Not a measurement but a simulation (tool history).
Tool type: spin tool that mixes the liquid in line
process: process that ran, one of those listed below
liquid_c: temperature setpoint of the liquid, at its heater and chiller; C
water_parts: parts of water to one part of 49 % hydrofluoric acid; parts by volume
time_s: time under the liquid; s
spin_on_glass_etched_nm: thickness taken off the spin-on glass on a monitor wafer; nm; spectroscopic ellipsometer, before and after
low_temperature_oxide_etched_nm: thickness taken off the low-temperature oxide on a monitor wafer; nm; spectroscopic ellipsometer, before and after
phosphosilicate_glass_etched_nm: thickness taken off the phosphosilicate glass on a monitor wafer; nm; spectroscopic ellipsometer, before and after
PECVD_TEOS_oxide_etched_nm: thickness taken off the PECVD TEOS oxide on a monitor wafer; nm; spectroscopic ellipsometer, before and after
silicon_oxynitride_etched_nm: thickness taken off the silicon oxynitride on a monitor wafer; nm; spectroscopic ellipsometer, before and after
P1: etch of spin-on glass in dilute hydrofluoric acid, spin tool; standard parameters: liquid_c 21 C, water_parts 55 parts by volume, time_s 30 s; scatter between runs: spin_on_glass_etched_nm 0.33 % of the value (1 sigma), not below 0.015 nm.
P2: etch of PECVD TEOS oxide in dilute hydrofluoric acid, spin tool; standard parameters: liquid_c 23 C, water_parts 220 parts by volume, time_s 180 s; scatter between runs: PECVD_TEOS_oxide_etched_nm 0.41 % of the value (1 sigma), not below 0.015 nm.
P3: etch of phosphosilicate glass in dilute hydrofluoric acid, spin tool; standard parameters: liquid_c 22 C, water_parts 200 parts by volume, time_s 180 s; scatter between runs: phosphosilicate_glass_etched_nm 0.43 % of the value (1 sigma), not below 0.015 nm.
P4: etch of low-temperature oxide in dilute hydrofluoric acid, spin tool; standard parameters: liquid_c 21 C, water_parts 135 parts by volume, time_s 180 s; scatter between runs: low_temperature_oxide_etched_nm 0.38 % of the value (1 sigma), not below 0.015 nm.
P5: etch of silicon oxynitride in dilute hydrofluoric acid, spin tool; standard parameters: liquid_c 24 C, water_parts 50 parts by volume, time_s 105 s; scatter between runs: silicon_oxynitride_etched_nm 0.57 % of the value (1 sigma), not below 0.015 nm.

| run | hour | process | liquid_c | water_parts | time_s | hours since the thermometer was replaced | hours since the hydrofluoric acid flow meter was replaced | spin_on_glass_etched_nm | low_temperature_oxide_etched_nm | phosphosilicate_glass_etched_nm | PECVD_TEOS_oxide_etched_nm | silicon_oxynitride_etched_nm |
|---|---|---|---|---|---|---|---|---|---|---|---|---|
| 1 | 12.5 | P1 | 21 | 55 | 30 | 425 | 974.7 | 15.928 |  |  |  |  |
| 2 | 18.6 | P4 | 21 | 135 | 355 | 431.1 | 980.8 |  | 24.491 |  |  |  |
| 3 | 24.4 | P1 | 17 | 20 | 30 | 436.9 | 986.6 | 38.414 |  |  |  |  |
| 4 | 37.5 | P1 | 21 | 20 | 30 | 450 | 999.7 | 45.908 |  |  |  |  |
| 5 | 50.4 | P4 | 21 | 135 | 180 | 462.9 | 1012.6 |  | 12.368 |  |  |  |
| 6 | 61 | P3 | 22 | 35 | 180 | 473.5 | 1023.2 |  |  | 304.93 |  |  |
| 7 | 72.3 | P2 | 29.5 | 220 | 180 | 484.8 | 1034.5 |  |  |  | 8.81 |  |
| 8 | 78.2 | P1 | 29 | 55 | 30 | 490.7 | 1040.4 | 22.009 |  |  |  |  |
| 9 | 89.6 | P1 | 21 | 55 | 30 | 502.1 | 1051.8 | 15.858 |  |  |  |  |
| 10 | 102.6 | P4 | 21 | 135 | 180 | 515.1 | 1064.8 |  | 12.297 |  |  |  |
| 11 | 114.4 | P5 | 24 | 50 | 205 | 526.9 | 1076.6 |  |  |  |  | 20.231 |
|  | 116.3 | thermometer replaced |
| 12 | 123.6 | P2 | 23 | 220 | 180 | 7.4 | 1085.8 |  |  |  | 6.9739 |  |
| 13 | 136.1 | P3 | 22 | 200 | 180 | 19.9 | 1098.3 |  |  | 44.783 |  |  |
| 14 | 148.5 | P5 | 24 | 85 | 105 | 32.3 | 1110.7 |  |  |  |  | 5.8802 |
| 15 | 159.7 | P3 | 22 | 200 | 25 | 43.5 | 1121.9 |  |  | 6.1211 |  |  |
| 16 | 168.2 | P3 | 22 | 200 | 180 | 52 | 1130.4 |  |  | 44.453 |  |  |
| 17 | 174 | P4 | 21 | 25 | 180 | 57.8 | 1136.2 |  | 75.705 |  |  |  |
| 18 | 181.4 | P1 | 21 | 55 | 15 | 65.2 | 1143.6 | 7.9843 |  |  |  |  |
| 19 | 191.3 | P1 | 21 | 55 | 30 | 75.1 | 1153.5 | 15.959 |  |  |  |  |
| 20 | 203.2 | P1 | 21 | 95 | 30 | 87 | 1165.4 | 8.7243 |  |  |  |  |
| 21 | 214.3 | P2 | 23 | 220 | 325 | 98.1 | 1176.5 |  |  |  | 12.629 |  |
| 22 | 225.8 | P1 | 17 | 55 | 30 | 109.6 | 1188 | 13.491 |  |  |  |  |
| 23 | 232.6 | P1 | 21 | 55 | 30 | 116.4 | 1194.8 | 16.036 |  |  |  |  |
| 24 | 242.2 | P5 | 24 | 50 | 105 | 126 | 1204.4 |  |  |  |  | 10.338 |
| 25 | 254 | P5 | 24 | 50 | 105 | 137.8 | 1216.2 |  |  |  |  | 10.437 |
| 26 | 264.8 | P3 | 17.5 | 200 | 180 | 148.6 | 1227 |  |  | 37.289 |  |  |
| 27 | 271.2 | P1 | 21 | 55 | 45 | 155 | 1233.4 | 24.123 |  |  |  |  |
| 28 | 278.8 | P2 | 23 | 220 | 180 | 162.6 | 1241 |  |  |  | 6.9745 |  |
| 29 | 285.4 | P4 | 27 | 135 | 180 | 169.2 | 1247.6 |  | 15.592 |  |  |  |
| 30 | 298.6 | P2 | 23 | 400 | 180 | 182.4 | 1260.8 |  |  |  | 3.2265 |  |
| 31 | 305.5 | P5 | 29.5 | 50 | 105 | 189.3 | 1267.7 |  |  |  |  | 13.514 |
| 32 | 316.1 | P1 | 21 | 55 | 30 | 199.9 | 1278.3 | 16.004 |  |  |  |  |
| 33 | 328.3 | P1 | 21 | 55 | 30 | 212.1 | 1290.5 | 15.497 |  |  |  |  |
| 34 | 338.6 | P1 | 21 | 55 | 30 | 222.4 | 1300.8 | 15.223 |  |  |  |  |
| 35 | 348.5 | P1 | 21 | 55 | 30 | 232.3 | 1310.7 | 15.047 |  |  |  |  |
| 36 | 356.2 | P1 | 21 | 55 | 30 | 240 | 1318.4 | 14.982 |  |  |  |  |
| 37 | 368.9 | P1 | 21 | 55 | 30 | 252.7 | 1331.1 | 14.926 |  |  |  |  |
| 38 | 376 | P1 | 21 | 55 | 30 | 259.8 | 1338.2 | 14.937 |  |  |  |  |
| 39 | 382.6 | P1 | 21 | 55 | 30 | 266.4 | 1344.8 | 14.881 |  |  |  |  |
| 40 | 391.4 | P1 | 21 | 55 | 30 | 275.2 | 1353.6 | 14.869 |  |  |  |  |
| 41 | 400.5 | P1 | 21 | 55 | 30 | 284.3 | 1362.7 | 14.844 |  |  |  |  |

What P1 gives has crept off from where it sat before. The 2 causes that follow fit the log equally well, each at the size noted:
A: hydrofluoric acid flow below the setpoint (%) = 6.57
B: liquid colder than its thermometer reads (K) = 1.72
Onset of the creep was near hour 316.1.

You are offered 4 check runs, listed below with question marks in place of their results; each one averages 2 wafers. Which run separates the listed causes by giving clearly different results for each?
| check 1 | 409.6 | P2 | 23 | 375 | 180 |  |  |  |  |  | ? |  |
| check 2 | 409.6 | P3 | 22 | 55 | 180 |  |  |  |  | ? |  |  |
| check 3 | 409.6 | P5 | 27 | 85 | 105 |  |  |  |  |  |  | ? |
| check 4 | 409.6 | P4 | 21 | 25 | 180 |  |  |  | ? |  |  |  |

What every check run would give for each of its results, assuming each possible cause in turn:
| check | result | if A | if B |
|---|---|---|---|
| check 1 | PECVD_TEOS_oxide_etched_nm | 3.2237 | 3.3305 |
| check 2 | phosphosilicate_glass_etched_nm | 176.6 | 176.73 |
| check 3 | silicon_oxynitride_etched_nm | 6.3361 | 6.292 |
| check 4 | low_temperature_oxide_etched_nm | 70.833 | 70.54 |
Separation of the two closest causes in each check, using whichever result separates them best: check 1 3.26 %; check 2 0.07 %; check 3 0.7 %; check 4 0.41 %
Check 1 is the one run that separates the causes; every other check would come out nearly the same whichever cause is at work.

After running check 1, the following was obtained: PECVD_TEOS_oxide_etched_nm 3.2019 nm. Which cause does this point to?

It is A: hydrofluoric acid flow below the setpoint (%).

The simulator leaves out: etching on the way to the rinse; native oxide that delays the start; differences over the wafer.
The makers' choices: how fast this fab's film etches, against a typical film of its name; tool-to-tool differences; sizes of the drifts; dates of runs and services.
